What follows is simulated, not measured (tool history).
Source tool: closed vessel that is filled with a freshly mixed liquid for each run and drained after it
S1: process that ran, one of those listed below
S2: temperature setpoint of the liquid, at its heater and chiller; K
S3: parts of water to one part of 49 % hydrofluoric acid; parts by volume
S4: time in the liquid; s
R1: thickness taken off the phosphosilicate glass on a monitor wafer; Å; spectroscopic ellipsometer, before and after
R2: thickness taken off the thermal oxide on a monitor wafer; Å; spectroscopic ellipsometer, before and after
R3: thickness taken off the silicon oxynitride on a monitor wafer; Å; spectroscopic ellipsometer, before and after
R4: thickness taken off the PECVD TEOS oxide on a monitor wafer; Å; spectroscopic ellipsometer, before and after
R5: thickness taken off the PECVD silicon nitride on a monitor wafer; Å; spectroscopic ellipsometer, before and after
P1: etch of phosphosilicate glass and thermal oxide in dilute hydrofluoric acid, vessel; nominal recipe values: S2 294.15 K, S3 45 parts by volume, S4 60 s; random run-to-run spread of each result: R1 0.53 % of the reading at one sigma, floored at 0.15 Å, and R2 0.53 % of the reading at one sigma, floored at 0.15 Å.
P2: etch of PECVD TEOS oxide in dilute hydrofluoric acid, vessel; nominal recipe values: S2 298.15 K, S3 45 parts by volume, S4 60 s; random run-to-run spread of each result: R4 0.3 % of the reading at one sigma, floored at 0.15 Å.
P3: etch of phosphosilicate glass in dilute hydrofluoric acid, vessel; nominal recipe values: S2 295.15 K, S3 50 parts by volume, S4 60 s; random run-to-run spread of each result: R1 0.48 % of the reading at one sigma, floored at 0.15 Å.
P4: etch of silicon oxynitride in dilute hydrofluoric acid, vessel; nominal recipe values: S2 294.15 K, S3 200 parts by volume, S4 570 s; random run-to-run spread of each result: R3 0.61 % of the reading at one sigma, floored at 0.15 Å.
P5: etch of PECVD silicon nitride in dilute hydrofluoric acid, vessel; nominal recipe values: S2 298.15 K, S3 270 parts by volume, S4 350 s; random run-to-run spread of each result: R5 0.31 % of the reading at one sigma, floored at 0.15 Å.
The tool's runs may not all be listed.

run,hour,S1,S2,S3,S4,R1,R2,R3,R4,R5
1,4.7,P1,294.15,45,60,1187.9,56.408,,,
2,10,P1,294.15,45,90,1779.9,84.542,,,
3,13.6,P4,294.15,40,570,,,278.34,,
4,17.7,P1,290.15,45,60,995.26,46.654,,,
5,23.2,P1,294.15,45,60,1184.7,55.839,,,
6,28.3,P3,302.15,50,60,2464.9,,,,
7,33.7,P2,298.15,45,60,,,,135.56,
8,36.6,P5,298.15,270,100,,,,,21.972
9,43,P2,298.15,45,30,,,,67.718,
10,47.5,P3,295.15,50,90,2772.5,,,,
11,52.4,P2,293.15,45,60,,,,110.6,
12,57.2,P5,298.15,270,350,,,,,77.372
13,61.3,P2,298.15,45,60,,,,135.99,
14,67.3,P1,294.15,45,60,1187.7,56.051,,,
15,73.6,P1,294.15,25,60,2177.7,103.35,,,
16,76.4,P1,294.15,45,60,1191.7,55.986,,,
17,80.2,P1,294.15,70,60,745.39,34.899,,,
18,85.8,P4,294.15,200,850,,,73.239,,
19,91.3,P3,295.15,50,60,1844.2,,,,
20,95.9,P1,294.15,45,30,594.64,27.967,,,
21,99.1,P1,299.15,45,60,1464,69.063,,,
22,105.2,P3,295.15,20,60,4802,,,,
23,110.5,P1,294.15,75,110,1260.5,59.565,,,
24,114.2,P1,294.15,45,60,1200.5,55.923,,,
25,117.6,P5,291.15,270,350,,,,,49.922
26,123,P2,298.15,25,60,,,,253.76,
27,128.9,P5,298.15,160,350,,,,,130.67
28,133.3,P4,294.15,200,570,,,49.421,,
29,137.1,P5,298.15,270,350,,,,,77.756
30,142.3,P4,290.15,200,570,,,41.481,,
31,145.5,P1,294.15,45,60,1187.5,56.201,,,
32,150.6,P4,294.15,200,570,,,49.262,,

Run 33 is up next; what results do you expect?
33,155.4,P1,294.15,45,60,?,?,,,

R1: 1189.9 Å
R2: 56.45 Å
